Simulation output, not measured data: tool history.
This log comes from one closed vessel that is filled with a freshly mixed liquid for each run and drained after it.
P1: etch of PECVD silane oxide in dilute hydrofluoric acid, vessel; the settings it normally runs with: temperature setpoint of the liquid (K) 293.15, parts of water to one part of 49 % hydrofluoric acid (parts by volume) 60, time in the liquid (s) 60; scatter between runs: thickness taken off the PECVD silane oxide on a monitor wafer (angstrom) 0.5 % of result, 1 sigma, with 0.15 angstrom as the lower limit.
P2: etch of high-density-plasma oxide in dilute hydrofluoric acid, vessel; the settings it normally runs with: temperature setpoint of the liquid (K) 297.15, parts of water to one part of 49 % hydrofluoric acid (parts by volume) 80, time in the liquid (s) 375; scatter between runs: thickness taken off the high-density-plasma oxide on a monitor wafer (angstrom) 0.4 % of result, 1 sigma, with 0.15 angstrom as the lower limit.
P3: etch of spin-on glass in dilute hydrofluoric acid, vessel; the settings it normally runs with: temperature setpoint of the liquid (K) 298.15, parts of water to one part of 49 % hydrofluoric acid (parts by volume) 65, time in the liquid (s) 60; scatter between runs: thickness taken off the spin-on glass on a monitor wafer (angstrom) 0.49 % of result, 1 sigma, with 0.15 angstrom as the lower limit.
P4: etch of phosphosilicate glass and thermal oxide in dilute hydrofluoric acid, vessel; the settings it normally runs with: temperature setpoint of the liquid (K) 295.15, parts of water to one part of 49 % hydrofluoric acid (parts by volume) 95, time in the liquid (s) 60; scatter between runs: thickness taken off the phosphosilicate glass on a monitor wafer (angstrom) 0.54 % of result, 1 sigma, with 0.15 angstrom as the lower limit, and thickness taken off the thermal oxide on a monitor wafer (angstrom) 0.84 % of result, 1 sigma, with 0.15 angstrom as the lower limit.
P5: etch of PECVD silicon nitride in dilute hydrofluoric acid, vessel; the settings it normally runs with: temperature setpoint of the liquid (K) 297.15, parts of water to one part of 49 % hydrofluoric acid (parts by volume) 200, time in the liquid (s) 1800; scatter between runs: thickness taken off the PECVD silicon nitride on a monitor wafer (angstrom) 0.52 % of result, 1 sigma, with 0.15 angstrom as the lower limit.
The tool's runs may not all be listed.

run	hour	process that ran	temperature setpoint of the liquid (K)	parts of water to one part of 49 % hydrofluoric acid (parts by volume)	time in the liquid (s)	thickness taken off the PECVD silane oxide on a monitor wafer (angstrom)	thickness taken off the high-density-plasma oxide on a monitor wafer (angstrom)	thickness taken off the phosphosilicate glass on a monitor wafer (angstrom)	thickness taken off the thermal oxide on a monitor wafer (angstrom)	thickness taken off the spin-on glass on a monitor wafer (angstrom)	thickness taken off the PECVD silicon nitride on a monitor wafer (angstrom)
1	6.9	P1	293.15	60	60	158.970					
2	11.0	P2	297.15	80	30		24.098				
3	15.2	P2	297.15	80	375		301.050				
4	19.7	P4	295.15	20	60			2296.10	156.350		
5	28.4	P1	290.15	60	60	138.370					
6	37.1	P3	298.15	35	60					927.24	
7	42.0	P2	297.15	30	375		854.210				
8	46.8	P5	297.15	200	3120						328.16
9	51.1	P5	297.15	200	1800						190.29
10	57.9	P4	295.15	95	60			445.25	29.741		
11	65.5	P1	293.15	60	100	262.680					
12	71.5	P4	295.15	95	30			221.38	15.060		
13	78.5	P3	291.15	65	60					356.31	
14	83.0	P3	298.15	65	60					478.25	
15	88.1	P2	302.15	80	375		364.350				
16	96.9	P1	293.15	60	60	157.120					
17	104.5	P1	293.15	60	60	159.410					
18	109.2	P1	297.65	100	60	108.250					
19	116.9	P1	293.15	60	60	157.420					
20	123.3	P5	292.15	200	1800						136.56
21	132.2	P3	298.15	65	30					240.36	
22	139.9	P3	298.15	65	60					476.68	
23	146.2	P1	293.15	60	60	157.970					
# hour 153.6: thermometer replaced
24	155.0	P1	293.15	100	60	91.253					
25	160.9	P1	293.15	60	30	79.261					
26	168.9	P1	293.15	20	60	495.920					
27	176.6	P1	293.15	40	85	344.540					
28	181.3	P4	300.15	95	60			539.44	35.818		
29	185.5	P4	295.15	95	60			447.83	30.222		
30	194.3	P1	298.65	60	60	198.550					
31	201.0	P5	297.15	35	1800						1058.50
32	209.9	P1	293.15	60	60	157.660					
33	219.0	P1	293.15	60	60	167.140					
34	224.3	P1	293.15	60	60	169.330					
35	228.5	P1	293.15	60	60	171.030					
36	237.7	P1	293.15	60	60	172.810					
37	242.6	P1	293.15	60	60	172.270					
38	248.6	P1	293.15	60	60	172.950					
39	256.2	P1	293.15	60	60	173.360					

What P1 gives has crept off from where it sat before. The 2 causes that follow fit the log equally well, each at the size noted:
A: liquid hotter than its thermometer reads (K) = 2.33
B: hydrofluoric acid flow above the setpoint (%) = 9.54
The process output started creeping at around hour 209.9.

Which of the 4 check runs listed below separates the causes, so that each cause would produce a clearly different result? Each run uses one wafer, and its results are marked with question marks.
check 1	263.8	P3	294.15	65	30					?	
check 2	263.8	P5	294.15	200	1800						?
check 3	263.8	P2	297.15	45	30		?				
check 4	263.8	P4	295.15	20	30			?	?		

Expected result of each check under each candidate cause:
check	result	if A	if B
check 1	thickness taken off the spin-on glass on a monitor wafer (angstrom)	222.99	223.38
check 2	thickness taken off the PECVD silicon nitride on a monitor wafer (angstrom)	181.20	170.49
check 3	thickness taken off the high-density-plasma oxide on a monitor wafer (angstrom)	49.064	49.112
check 4	thickness taken off the phosphosilicate glass on a monitor wafer (angstrom)	1276.10	1268.90
check 4	thickness taken off the thermal oxide on a monitor wafer (angstrom)	86.059	85.570
Smallest distance between any two causes, each pair judged by its most separating result, in per cent: check 1 0.17 %; check 2 6.09 %; check 3 0.1 %; check 4 0.57 %
The other checks would show nearly matching results whichever cause is true, so check 2 is the only one that separates the causes.

Running check 2 produced the following: thickness taken off the PECVD silicon nitride on a monitor wafer (angstrom) 180.31. Which one of the listed causes fits?

It is A: liquid hotter than its thermometer reads (K).
